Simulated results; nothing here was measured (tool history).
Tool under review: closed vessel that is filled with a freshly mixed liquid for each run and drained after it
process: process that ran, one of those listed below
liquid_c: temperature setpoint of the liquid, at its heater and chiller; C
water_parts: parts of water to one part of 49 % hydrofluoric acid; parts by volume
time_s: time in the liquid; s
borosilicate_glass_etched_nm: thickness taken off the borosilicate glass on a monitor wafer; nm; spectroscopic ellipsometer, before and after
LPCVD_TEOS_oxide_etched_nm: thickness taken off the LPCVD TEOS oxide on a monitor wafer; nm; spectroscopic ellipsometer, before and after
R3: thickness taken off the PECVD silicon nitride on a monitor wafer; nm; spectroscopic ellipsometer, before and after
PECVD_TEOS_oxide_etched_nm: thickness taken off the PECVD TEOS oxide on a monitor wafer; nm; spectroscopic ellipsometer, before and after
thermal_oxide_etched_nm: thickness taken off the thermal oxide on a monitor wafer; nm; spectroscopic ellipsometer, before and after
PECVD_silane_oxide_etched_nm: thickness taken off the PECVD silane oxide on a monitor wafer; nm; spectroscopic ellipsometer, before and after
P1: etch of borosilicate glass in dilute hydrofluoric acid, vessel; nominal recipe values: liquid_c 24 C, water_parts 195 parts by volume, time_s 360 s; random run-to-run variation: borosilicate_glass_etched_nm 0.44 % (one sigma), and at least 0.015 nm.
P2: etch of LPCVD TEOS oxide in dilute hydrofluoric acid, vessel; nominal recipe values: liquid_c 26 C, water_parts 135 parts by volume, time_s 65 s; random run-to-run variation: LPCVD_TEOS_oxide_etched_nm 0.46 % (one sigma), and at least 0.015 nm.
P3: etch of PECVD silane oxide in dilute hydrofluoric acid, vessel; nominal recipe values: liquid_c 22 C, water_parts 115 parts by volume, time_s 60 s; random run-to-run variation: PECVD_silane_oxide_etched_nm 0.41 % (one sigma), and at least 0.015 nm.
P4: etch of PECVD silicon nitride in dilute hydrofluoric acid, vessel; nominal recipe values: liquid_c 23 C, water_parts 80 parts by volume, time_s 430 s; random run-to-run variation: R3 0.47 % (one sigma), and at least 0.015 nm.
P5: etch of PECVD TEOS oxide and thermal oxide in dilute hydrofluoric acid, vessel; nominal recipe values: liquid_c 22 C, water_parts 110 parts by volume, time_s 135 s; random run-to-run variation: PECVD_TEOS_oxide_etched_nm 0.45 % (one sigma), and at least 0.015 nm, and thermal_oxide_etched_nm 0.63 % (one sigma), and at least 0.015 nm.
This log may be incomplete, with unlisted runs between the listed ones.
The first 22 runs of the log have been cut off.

run 23 hour=150.9 | process=P3 liquid_c=22 water_parts=115 time_s=60 | PECVD_silane_oxide_etched_nm=17.217
run 24 hour=154.9 | process=P1 liquid_c=24 water_parts=195 time_s=360 | borosilicate_glass_etched_nm=43.205
run 25 hour=161.2 | process=P1 liquid_c=24 water_parts=335 time_s=610 | borosilicate_glass_etched_nm=36.958
run 26 hour=168.9 | process=P4 liquid_c=18.5 water_parts=80 time_s=430 | R3=14.886
run 27 hour=174.8 | process=P4 liquid_c=23 water_parts=35 time_s=430 | R3=44.586
run 28 hour=179.2 | process=P1 liquid_c=30.5 water_parts=195 time_s=360 | borosilicate_glass_etched_nm=54.686
run 29 hour=185.5 | process=P5 liquid_c=22 water_parts=110 time_s=135 | PECVD_TEOS_oxide_etched_nm=15.79 thermal_oxide_etched_nm=4.9216
run 30 hour=190.2 | process=P3 liquid_c=29 water_parts=115 time_s=60 | PECVD_silane_oxide_etched_nm=22.625
run 31 hour=194.1 | process=P1 liquid_c=24 water_parts=195 time_s=360 | borosilicate_glass_etched_nm=43.069
run 32 hour=198.1 | process=P1 liquid_c=24 water_parts=195 time_s=360 | borosilicate_glass_etched_nm=42.09
run 33 hour=202.3 | process=P1 liquid_c=24 water_parts=195 time_s=360 | borosilicate_glass_etched_nm=41.406
run 34 hour=209.1 | process=P1 liquid_c=24 water_parts=195 time_s=360 | borosilicate_glass_etched_nm=40.883
run 35 hour=217.1 | process=P1 liquid_c=24 water_parts=195 time_s=360 | borosilicate_glass_etched_nm=40.235

Expected results for the next run?
run 36 hour=225.2 | process=P1 liquid_c=24 water_parts=195 time_s=360 | borosilicate_glass_etched_nm=?

{"run 36": {"borosilicate_glass_etched_nm": 39.799}}
